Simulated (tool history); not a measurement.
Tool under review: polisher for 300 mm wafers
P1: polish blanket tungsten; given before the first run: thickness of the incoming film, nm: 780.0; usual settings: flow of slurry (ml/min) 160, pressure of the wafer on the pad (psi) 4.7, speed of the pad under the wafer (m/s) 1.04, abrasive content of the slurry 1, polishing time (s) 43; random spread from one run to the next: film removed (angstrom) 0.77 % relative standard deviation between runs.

run	hour	flow of slurry (ml/min)	pressure of the wafer on the pad (psi)	speed of the pad under the wafer (m/s)	abrasive content of the slurry	polishing time (s)	film removed (angstrom)
1	9.4	160	4.7	1.04	1	43	2426.7
2	20.2	160	4.7	1.04	1	67	3820.1
3	30.4	160	2.4	1.04	0.7	43	1156.1
4	38	160	2.5	1.04	1	43	1308.6
5	46.9	160	4.7	0.58	1	43	1375.8
6	54.6	115	4.7	1.04	1	43	2320.7
7	68.1	160	3.6	1.04	1.45	43	2057.9
8	77.5	160	4.7	1.04	1	43	2466.7
9	91.3	160	4.7	1.04	1	43	2477.1
10	99.5	160	4.7	1.04	1	43	2450.1
11	106.5	160	4.7	1.04	0.5	43	2097.6
12	114.8	160	4.7	1.04	1.25	43	2634.5
13	120.9	160	4.7	1.04	1	43	2454.7
14	127.8	160	4.7	1.6	1	43	3767.2
# hour 140.4: slurry nozzle cleaned
15	141.2	160	4.7	1.04	1	19	1080.8
16	152.2	160	6.5	1.04	1	43	3401.6
17	162.7	245	4.7	1.04	1	43	2603.8
18	170.8	160	4.7	1.04	1	43	2466.4
19	184	160	4.7	1.04	1	43	2372.8
20	191.5	160	4.7	1.04	1	43	2348.7
21	199.6	160	4.7	1.04	1	43	2329.2
22	212.6	160	4.7	1.04	1	43	2272.6
23	223.1	160	4.7	1.04	1	43	2264.6
24	231.4	160	4.7	1.04	1	43	2227.4
# hour 239.3: worn pad replaced by a new one
# hour 239.6: slurry blender recalibrated
25	242.4	160	4.7	1.04	1	43	2249.9
# hour 243.6: slurry tank refilled with fresh slurry and peroxide
26	248.7	160	4.7	1.04	1	43	2225.7
27	258.3	160	4.7	1.04	1	43	2230.1
28	271.3	160	4.7	1.04	1	43	2195.7
29	283.4	160	4.7	1.04	1	43	2209.4

The log shows P1 creeping away from where it was. Any of the 2 causes listed here, at the size stated for it, fits the log just as well as the others:
A: slurry flow missing at the pad, % = 39.7
B: head's pressure below its setpoint, % = 9.97
Creep in the process output first set in at about hour 170.8.
What rules out each remaining cause:
removal rate lost through wear of the pad, %: serviced at hour 239.3, after the change had begun; the process did not return to its earlier output
abrasive missing from the slurry, %: serviced at hour 239.6, after the change had begun; the process did not return to its earlier output
peroxide lost from the slurry, %: serviced at hour 243.6, after the change had begun; the process did not return to its earlier output

Of the 4 check runs below, each run on 5 wafers with the results averaged and each result still a question mark, which one would tell the listed causes apart?
check 1	295.5	160	4.7	1.04	1	24	?
check 2	295.5	160	4.7	1.04	1	61	?
check 3	295.5	160	3.8	1.04	1	32	?
check 4	295.5	225	4.7	1.26	1	43	?

Outcome of each check run for each possible cause:
check	result	if A	if B
check 1	film removed (angstrom)	1234.4	1234.5
check 2	film removed (angstrom)	3137.5	3137.8
check 3	film removed (angstrom)	1330.7	1330.8
check 4	film removed (angstrom)	2891.1	2810.9
Smallest distance between any two causes, each pair judged by its most separating result, in per cent: check 1 0.01 %; check 2 0.01 %; check 3 0.01 %; check 4 2.81 %
Check 4 distinguishes between the causes, while the remaining checks would return nearly the same result for all of them.

With check 4 done, the readings were: film removed (angstrom) 2888.7. Identify which of the listed causes applies.

It is A: slurry flow missing at the pad, %.
